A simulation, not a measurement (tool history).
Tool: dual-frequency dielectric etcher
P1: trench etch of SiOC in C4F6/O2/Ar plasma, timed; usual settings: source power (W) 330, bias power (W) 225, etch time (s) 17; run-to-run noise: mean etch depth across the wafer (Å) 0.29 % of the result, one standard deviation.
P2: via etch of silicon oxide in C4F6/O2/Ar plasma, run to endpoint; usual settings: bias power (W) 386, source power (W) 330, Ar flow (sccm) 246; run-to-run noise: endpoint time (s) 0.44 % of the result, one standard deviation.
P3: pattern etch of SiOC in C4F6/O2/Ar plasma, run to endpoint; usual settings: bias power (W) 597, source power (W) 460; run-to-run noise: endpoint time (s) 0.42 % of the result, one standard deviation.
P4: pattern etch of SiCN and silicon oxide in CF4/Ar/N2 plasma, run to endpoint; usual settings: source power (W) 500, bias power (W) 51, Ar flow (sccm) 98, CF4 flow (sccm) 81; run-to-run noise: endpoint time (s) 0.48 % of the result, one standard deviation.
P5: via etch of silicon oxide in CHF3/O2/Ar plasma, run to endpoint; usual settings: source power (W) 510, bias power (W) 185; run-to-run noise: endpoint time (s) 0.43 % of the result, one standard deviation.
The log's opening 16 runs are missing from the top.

run	day	process that ran	source power (W)	bias power (W)	etch time (s)	Ar flow (sccm)	CF4 flow (sccm)	hours since the last wet clean	hours since the last source power generator calibration	hours since the last bias power generator calibration	mean etch depth across the wafer (Å)	endpoint time (s)
17	4.675	P2	410	386		246		356.7	3180.4	702.9		23.946
# day 4.896: wet clean of the chamber
18	4.992	P1	330	279	17			2.4	3188	710.5	373.72	
19	5.362	P1	330	225	21			11.3	3196.9	719.4	430.94	
20	5.725	P2	330	386		294		20	3205.6	728.1		26.449
21	5.938	P1	330	225	17			25.1	3210.7	733.2	348.12	
22	6.125	P5	310	185				29.6	3215.2	737.7		355.96
23	6.375	P5	510	185				35.6	3221.2	743.7		292.01
24	6.608	P3	460	427				41.2	3226.8	749.3		15.722
25	6.842	P1	430	225	17			46.8	3232.4	754.9	383.3	
26	7.188	P2	330	247		246		55.1	3240.7	763.2		30.364
27	7.521	P1	330	225	17			63.1	3248.7	771.2	347.11	
28	7.783	P1	330	225	17			69.4	3255	777.5	347.29	
29	8.108	P1	330	225	17			77.2	3262.8	785.3	350.1	
30	8.329	P1	330	225	17			82.5	3268.1	790.6	347.95	
31	8.521	P1	330	225	17			87.1	3272.7	795.2	351.72	
# day 8.554: wet clean of the chamber
32	8.854	P1	330	225	17			7.3	3280.7	803.2	350.63	
33	9.108	P1	330	225	17			13.4	3286.8	809.3	351.88	

Forecast run 34:
34	9.467	P1	330	225	17			22	3295.4	817.9	?	

For run 34 the tool returned mean etch depth across the wafer (Å) 353.44.
